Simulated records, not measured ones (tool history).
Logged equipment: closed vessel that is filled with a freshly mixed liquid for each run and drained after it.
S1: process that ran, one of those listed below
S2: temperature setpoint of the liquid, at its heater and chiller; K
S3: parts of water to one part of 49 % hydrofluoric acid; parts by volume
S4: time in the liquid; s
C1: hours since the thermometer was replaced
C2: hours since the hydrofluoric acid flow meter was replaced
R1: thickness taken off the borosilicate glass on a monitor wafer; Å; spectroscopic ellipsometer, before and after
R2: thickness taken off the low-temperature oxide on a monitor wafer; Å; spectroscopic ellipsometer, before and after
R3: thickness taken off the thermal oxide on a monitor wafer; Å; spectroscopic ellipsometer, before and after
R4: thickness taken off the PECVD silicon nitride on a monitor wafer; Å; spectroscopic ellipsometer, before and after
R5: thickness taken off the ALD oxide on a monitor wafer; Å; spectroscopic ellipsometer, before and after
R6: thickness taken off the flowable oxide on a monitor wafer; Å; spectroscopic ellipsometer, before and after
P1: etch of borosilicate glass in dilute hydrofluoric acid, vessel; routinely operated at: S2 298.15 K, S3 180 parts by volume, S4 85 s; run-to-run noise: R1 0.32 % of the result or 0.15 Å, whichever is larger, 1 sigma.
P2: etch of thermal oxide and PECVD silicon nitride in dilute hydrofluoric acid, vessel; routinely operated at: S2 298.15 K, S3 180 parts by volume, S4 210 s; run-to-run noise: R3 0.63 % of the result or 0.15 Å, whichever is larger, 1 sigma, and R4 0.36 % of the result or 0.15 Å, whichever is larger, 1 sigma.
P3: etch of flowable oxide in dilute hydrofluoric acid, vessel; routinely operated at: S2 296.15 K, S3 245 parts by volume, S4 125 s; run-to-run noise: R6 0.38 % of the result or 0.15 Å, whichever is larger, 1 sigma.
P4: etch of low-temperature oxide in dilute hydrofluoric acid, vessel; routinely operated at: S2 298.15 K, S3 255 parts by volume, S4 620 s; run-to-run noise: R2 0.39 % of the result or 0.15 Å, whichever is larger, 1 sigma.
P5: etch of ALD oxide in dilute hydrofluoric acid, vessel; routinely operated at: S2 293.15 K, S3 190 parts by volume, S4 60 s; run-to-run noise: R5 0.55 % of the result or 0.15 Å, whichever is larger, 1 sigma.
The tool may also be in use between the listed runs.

{"run": 1, "hour": 4.7, "S1": "P1", "S2": 298.15, "S3": 180, "S4": 85, "C1": 1189.6, "C2": 1262, "R1": 148.84}
{"run": 2, "hour": 12.8, "S1": "P4", "S2": 298.15, "S3": 255, "S4": 620, "C1": 1197.7, "C2": 1270.1, "R2": 228.81}
{"run": 3, "hour": 20.3, "S1": "P2", "S2": 298.15, "S3": 180, "S4": 210, "C1": 1205.2, "C2": 1277.6, "R3": 50.772, "R4": 69.404}
{"run": 4, "hour": 27.0, "S1": "P1", "S2": 298.15, "S3": 180, "S4": 85, "C1": 1211.9, "C2": 1284.3, "R1": 148.6}
{"run": 5, "hour": 32.2, "S1": "P1", "S2": 292.15, "S3": 180, "S4": 85, "C1": 1217.1, "C2": 1289.5, "R1": 118.54}
{"run": 6, "hour": 38.3, "S1": "P1", "S2": 298.15, "S3": 180, "S4": 165, "C1": 1223.2, "C2": 1295.6, "R1": 289.38}
{"run": 7, "hour": 46.2, "S1": "P1", "S2": 292.15, "S3": 180, "S4": 120, "C1": 1231.1, "C2": 1303.5, "R1": 167.35}
{"run": 8, "hour": 50.3, "S1": "P5", "S2": 290.15, "S3": 190, "S4": 60, "C1": 1235.2, "C2": 1307.6, "R5": 71.187}
{"run": 9, "hour": 54.1, "S1": "P1", "S2": 298.15, "S3": 180, "S4": 85, "C1": 1239, "C2": 1311.4, "R1": 147.86}
{"run": 10, "hour": 61.4, "S1": "P5", "S2": 293.15, "S3": 190, "S4": 30, "C1": 1246.3, "C2": 1318.7, "R5": 39.849}
{"run": 11, "hour": 67.0, "S1": "P4", "S2": 298.15, "S3": 255, "S4": 620, "C1": 1251.9, "C2": 1324.3, "R2": 228.81}
{"run": 12, "hour": 72.0, "S1": "P3", "S2": 296.15, "S3": 245, "S4": 30, "C1": 1256.9, "C2": 1329.3, "R6": 47.885}
{"hour": 75.7, "done": "thermometer replaced"}
{"run": 13, "hour": 79.3, "S1": "P3", "S2": 290.15, "S3": 245, "S4": 125, "C1": 3.7, "C2": 1336.6, "R6": 158.66}
{"run": 14, "hour": 84.5, "S1": "P1", "S2": 298.15, "S3": 95, "S4": 85, "C1": 8.9, "C2": 1341.8, "R1": 310.66}
{"run": 15, "hour": 89.0, "S1": "P2", "S2": 305.65, "S3": 180, "S4": 210, "C1": 13.4, "C2": 1346.3, "R3": 65.781, "R4": 110.16}
{"run": 16, "hour": 96.1, "S1": "P1", "S2": 298.15, "S3": 180, "S4": 40, "C1": 20.5, "C2": 1353.4, "R1": 69.799}
{"run": 17, "hour": 99.8, "S1": "P4", "S2": 302.15, "S3": 255, "S4": 620, "C1": 24.2, "C2": 1357.1, "R2": 261.68}
{"run": 18, "hour": 105.8, "S1": "P3", "S2": 296.15, "S3": 245, "S4": 125, "C1": 30.2, "C2": 1363.1, "R6": 197.72}
{"run": 19, "hour": 111.7, "S1": "P1", "S2": 298.15, "S3": 180, "S4": 85, "C1": 36.1, "C2": 1369, "R1": 148.28}
{"run": 20, "hour": 118.6, "S1": "P1", "S2": 298.15, "S3": 180, "S4": 85, "C1": 43, "C2": 1375.9, "R1": 148.53}
{"run": 21, "hour": 127.0, "S1": "P4", "S2": 298.15, "S3": 430, "S4": 620, "C1": 51.4, "C2": 1384.3, "R2": 114.53}
{"run": 22, "hour": 133.4, "S1": "P1", "S2": 298.15, "S3": 250, "S4": 85, "C1": 57.8, "C2": 1390.7, "R1": 98.74}
{"run": 23, "hour": 138.0, "S1": "P5", "S2": 293.15, "S3": 70, "S4": 60, "C1": 62.4, "C2": 1395.3, "R5": 242.4}
{"run": 24, "hour": 145.8, "S1": "P3", "S2": 296.15, "S3": 90, "S4": 125, "C1": 70.2, "C2": 1403.1, "R6": 642.91}

Forecast run 25:
{"run": 25, "hour": 152.2, "S1": "P2", "S2": 298.15, "S3": 265, "S4": 210, "C1": 76.6, "C2": 1409.5, "R3": "?", "R4": "?"}

R3: 31.935 Å
R4: 47.189 Å
